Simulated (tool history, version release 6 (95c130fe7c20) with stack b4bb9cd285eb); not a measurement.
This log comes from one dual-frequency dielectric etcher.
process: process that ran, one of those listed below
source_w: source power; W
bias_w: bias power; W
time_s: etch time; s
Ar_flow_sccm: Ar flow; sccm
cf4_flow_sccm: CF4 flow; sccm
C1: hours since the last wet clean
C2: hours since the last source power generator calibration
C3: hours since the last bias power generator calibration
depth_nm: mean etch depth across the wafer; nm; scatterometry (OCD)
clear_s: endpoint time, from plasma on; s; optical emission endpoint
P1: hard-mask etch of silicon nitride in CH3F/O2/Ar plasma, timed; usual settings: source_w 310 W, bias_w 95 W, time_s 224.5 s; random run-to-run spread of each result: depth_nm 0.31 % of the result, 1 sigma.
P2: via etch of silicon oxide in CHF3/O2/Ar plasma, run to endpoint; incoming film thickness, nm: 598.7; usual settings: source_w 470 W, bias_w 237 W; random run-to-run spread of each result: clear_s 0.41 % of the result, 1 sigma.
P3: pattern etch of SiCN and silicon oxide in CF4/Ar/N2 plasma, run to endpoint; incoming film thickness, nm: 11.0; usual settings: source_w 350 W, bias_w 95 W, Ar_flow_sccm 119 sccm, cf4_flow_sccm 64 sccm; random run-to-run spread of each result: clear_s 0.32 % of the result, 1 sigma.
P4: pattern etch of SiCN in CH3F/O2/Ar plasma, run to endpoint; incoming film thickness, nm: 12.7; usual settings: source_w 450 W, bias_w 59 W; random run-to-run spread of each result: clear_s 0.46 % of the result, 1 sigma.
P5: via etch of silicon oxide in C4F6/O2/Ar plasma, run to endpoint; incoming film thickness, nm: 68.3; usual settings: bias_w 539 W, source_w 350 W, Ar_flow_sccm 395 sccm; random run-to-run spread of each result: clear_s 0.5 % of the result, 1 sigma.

{"run": 1, "hour": 8.4, "process": "P1", "source_w": 310, "bias_w": 95, "time_s": 224.5, "C1": 114.1, "C2": 455.4, "C3": 1376.2, "depth_nm": 158.63}
{"run": 2, "hour": 14.1, "process": "P1", "source_w": 310, "bias_w": 71, "time_s": 224.5, "C1": 119.8, "C2": 461.1, "C3": 1381.9, "depth_nm": 142.92}
{"run": 3, "hour": 22.2, "process": "P3", "source_w": 350, "bias_w": 95, "Ar_flow_sccm": 80, "cf4_flow_sccm": 64, "C1": 127.9, "C2": 469.2, "C3": 1390, "clear_s": 14.117}
{"run": 4, "hour": 29.0, "process": "P1", "source_w": 310, "bias_w": 95, "time_s": 224.5, "C1": 134.7, "C2": 476, "C3": 1396.8, "depth_nm": 159.13}
{"run": 5, "hour": 36.5, "process": "P3", "source_w": 350, "bias_w": 95, "Ar_flow_sccm": 119, "cf4_flow_sccm": 91, "C1": 142.2, "C2": 483.5, "C3": 1404.3, "clear_s": 14.3}
{"run": 6, "hour": 42.5, "process": "P2", "source_w": 470, "bias_w": 237, "C1": 148.2, "C2": 489.5, "C3": 1410.3, "clear_s": 295.14}
{"run": 7, "hour": 53.0, "process": "P3", "source_w": 450, "bias_w": 95, "Ar_flow_sccm": 119, "cf4_flow_sccm": 64, "C1": 158.7, "C2": 500, "C3": 1420.8, "clear_s": 11.965}
{"run": 8, "hour": 65.3, "process": "P1", "source_w": 380, "bias_w": 95, "time_s": 224.5, "C1": 171, "C2": 512.3, "C3": 1433.1, "depth_nm": 171.87}
{"run": 9, "hour": 76.6, "process": "P5", "source_w": 350, "bias_w": 539, "Ar_flow_sccm": 321, "C1": 182.3, "C2": 523.6, "C3": 1444.4, "clear_s": 15.5}
{"run": 10, "hour": 87.9, "process": "P1", "source_w": 310, "bias_w": 115, "time_s": 224.5, "C1": 193.6, "C2": 534.9, "C3": 1455.7, "depth_nm": 170.49}
{"run": 11, "hour": 95.5, "process": "P2", "source_w": 470, "bias_w": 149, "C1": 201.2, "C2": 542.5, "C3": 1463.3, "clear_s": 349.1}
{"run": 12, "hour": 102.2, "process": "P3", "source_w": 350, "bias_w": 95, "Ar_flow_sccm": 119, "cf4_flow_sccm": 64, "C1": 207.9, "C2": 549.2, "C3": 1470, "clear_s": 14.904}
{"run": 13, "hour": 108.3, "process": "P1", "source_w": 310, "bias_w": 95, "time_s": 126, "C1": 214, "C2": 555.3, "C3": 1476.1, "depth_nm": 89.499}
{"run": 14, "hour": 118.7, "process": "P4", "source_w": 450, "bias_w": 59, "C1": 224.4, "C2": 565.7, "C3": 1486.5, "clear_s": 33.916}
{"run": 15, "hour": 126.0, "process": "P3", "source_w": 350, "bias_w": 113, "Ar_flow_sccm": 119, "cf4_flow_sccm": 64, "C1": 231.7, "C2": 573, "C3": 1493.8, "clear_s": 14.009}
{"run": 16, "hour": 137.8, "process": "P1", "source_w": 230, "bias_w": 95, "time_s": 224.5, "C1": 243.5, "C2": 584.8, "C3": 1505.6, "depth_nm": 142.92}
{"run": 17, "hour": 145.6, "process": "P4", "source_w": 450, "bias_w": 41, "C1": 251.3, "C2": 592.6, "C3": 1513.4, "clear_s": 37.903}
{"run": 18, "hour": 154.3, "process": "P1", "source_w": 190, "bias_w": 95, "time_s": 330, "C1": 260, "C2": 601.3, "C3": 1522.1, "depth_nm": 193.72}
{"run": 19, "hour": 160.7, "process": "P4", "source_w": 590, "bias_w": 59, "C1": 266.4, "C2": 607.7, "C3": 1528.5, "clear_s": 30.375}
{"run": 20, "hour": 169.2, "process": "P5", "source_w": 350, "bias_w": 539, "Ar_flow_sccm": 395, "C1": 274.9, "C2": 616.2, "C3": 1537, "clear_s": 15.861}
{"run": 21, "hour": 176.2, "process": "P1", "source_w": 310, "bias_w": 95, "time_s": 293, "C1": 281.9, "C2": 623.2, "C3": 1544, "depth_nm": 205.73}
{"run": 22, "hour": 181.8, "process": "P1", "source_w": 310, "bias_w": 95, "time_s": 224.5, "C1": 287.5, "C2": 628.8, "C3": 1549.6, "depth_nm": 158.97}
{"run": 23, "hour": 192.6, "process": "P1", "source_w": 310, "bias_w": 95, "time_s": 224.5, "C1": 298.3, "C2": 639.6, "C3": 1560.4, "depth_nm": 159.05}
{"run": 24, "hour": 199.1, "process": "P1", "source_w": 310, "bias_w": 95, "time_s": 224.5, "C1": 304.8, "C2": 646.1, "C3": 1566.9, "depth_nm": 157.72}
{"run": 25, "hour": 210.7, "process": "P2", "source_w": 470, "bias_w": 237, "C1": 316.4, "C2": 657.7, "C3": 1578.5, "clear_s": 296.89}
{"run": 26, "hour": 220.3, "process": "P5", "source_w": 350, "bias_w": 407, "Ar_flow_sccm": 395, "C1": 326, "C2": 667.3, "C3": 1588.1, "clear_s": 17.636}
{"run": 27, "hour": 232.8, "process": "P5", "source_w": 220, "bias_w": 539, "Ar_flow_sccm": 395, "C1": 338.5, "C2": 679.8, "C3": 1600.6, "clear_s": 18.846}
{"run": 28, "hour": 241.8, "process": "P2", "source_w": 380, "bias_w": 237, "C1": 347.5, "C2": 688.8, "C3": 1609.6, "clear_s": 319.38}
{"run": 29, "hour": 248.8, "process": "P1", "source_w": 310, "bias_w": 95, "time_s": 224.5, "C1": 354.5, "C2": 695.8, "C3": 1616.6, "depth_nm": 159.18}
{"run": 30, "hour": 257.8, "process": "P1", "source_w": 310, "bias_w": 95, "time_s": 224.5, "C1": 363.5, "C2": 704.8, "C3": 1625.6, "depth_nm": 159.7}
{"run": 31, "hour": 266.6, "process": "P1", "source_w": 310, "bias_w": 95, "time_s": 224.5, "C1": 372.3, "C2": 713.6, "C3": 1634.4, "depth_nm": 159.94}
{"run": 32, "hour": 275.6, "process": "P1", "source_w": 310, "bias_w": 95, "time_s": 224.5, "C1": 381.3, "C2": 722.6, "C3": 1643.4, "depth_nm": 161.26}
{"run": 33, "hour": 286.8, "process": "P1", "source_w": 310, "bias_w": 95, "time_s": 224.5, "C1": 392.5, "C2": 733.8, "C3": 1654.6, "depth_nm": 161.42}
{"hour": 295.7, "done": "wet clean of the chamber"}
{"run": 34, "hour": 297.1, "process": "P1", "source_w": 310, "bias_w": 95, "time_s": 224.5, "C1": 1.5, "C2": 744.1, "C3": 1664.9, "depth_nm": 160.85}
{"run": 35, "hour": 305.7, "process": "P1", "source_w": 310, "bias_w": 95, "time_s": 224.5, "C1": 10.1, "C2": 752.7, "C3": 1673.5, "depth_nm": 160.54}
{"run": 36, "hour": 316.3, "process": "P1", "source_w": 310, "bias_w": 95, "time_s": 224.5, "C1": 20.7, "C2": 763.3, "C3": 1684.1, "depth_nm": 161.08}
{"run": 37, "hour": 323.0, "process": "P1", "source_w": 310, "bias_w": 95, "time_s": 224.5, "C1": 27.4, "C2": 770, "C3": 1690.8, "depth_nm": 161.67}
{"run": 38, "hour": 333.7, "process": "P1", "source_w": 310, "bias_w": 95, "time_s": 224.5, "C1": 38.1, "C2": 780.7, "C3": 1701.5, "depth_nm": 161.75}
{"run": 39, "hour": 339.3, "process": "P1", "source_w": 310, "bias_w": 95, "time_s": 224.5, "C1": 43.7, "C2": 786.3, "C3": 1707.1, "depth_nm": 161.39}

Compared with where it was, what P1 gives has crept away. Each cause listed below fits the log as well as the rest, at the size given for it:
A: source power that arrives over what is set, % = 4.53
B: bias power that arrives over what is set, % = 4.53
The process output started creeping at around hour 248.8.
Ruled out, with reasons:
chamber walls in a state that raises the etch rate, %: serviced at hour 295.7, after the change had begun; the process did not return to its earlier output

Of the 4 check runs listed below, each run on one wafer and each result written as a question mark, which would let you distinguish the listed causes because they would give clearly different results?
{"run": "check 1", "hour": 344.9, "process": "P3", "source_w": 440, "bias_w": 95, "Ar_flow_sccm": 119, "cf4_flow_sccm": 89, "clear_s": "?"}
{"run": "check 2", "hour": 344.9, "process": "P2", "source_w": 470, "bias_w": 150, "clear_s": "?"}
{"run": "check 3", "hour": 344.9, "process": "P5", "source_w": 240, "bias_w": 539, "Ar_flow_sccm": 395, "clear_s": "?"}
{"run": "check 4", "hour": 344.9, "process": "P4", "source_w": 450, "bias_w": 43, "clear_s": "?"}

Expected result of each check under each candidate cause:
check=check_1 result=clear_s if_A=11.24 if_B=11.502
check=check_2 result=clear_s if_A=341.29 if_B=342.1
check=check_3 result=clear_s if_A=17.909 if_B=17.891
check=check_4 result=clear_s if_A=36.8 if_B=36.936
Separation of the two closest causes in each check, using whichever result separates them best: check 1 2.31 %; check 2 0.24 %; check 3 0.1 %; check 4 0.37 %
Check 1 distinguishes between the causes, while the remaining checks would return nearly the same result for all of them.

After running check 1, the following was obtained: clear_s 11.199 s. Which cause does this point to?

A is the cause: source power that arrives over what is set, %.

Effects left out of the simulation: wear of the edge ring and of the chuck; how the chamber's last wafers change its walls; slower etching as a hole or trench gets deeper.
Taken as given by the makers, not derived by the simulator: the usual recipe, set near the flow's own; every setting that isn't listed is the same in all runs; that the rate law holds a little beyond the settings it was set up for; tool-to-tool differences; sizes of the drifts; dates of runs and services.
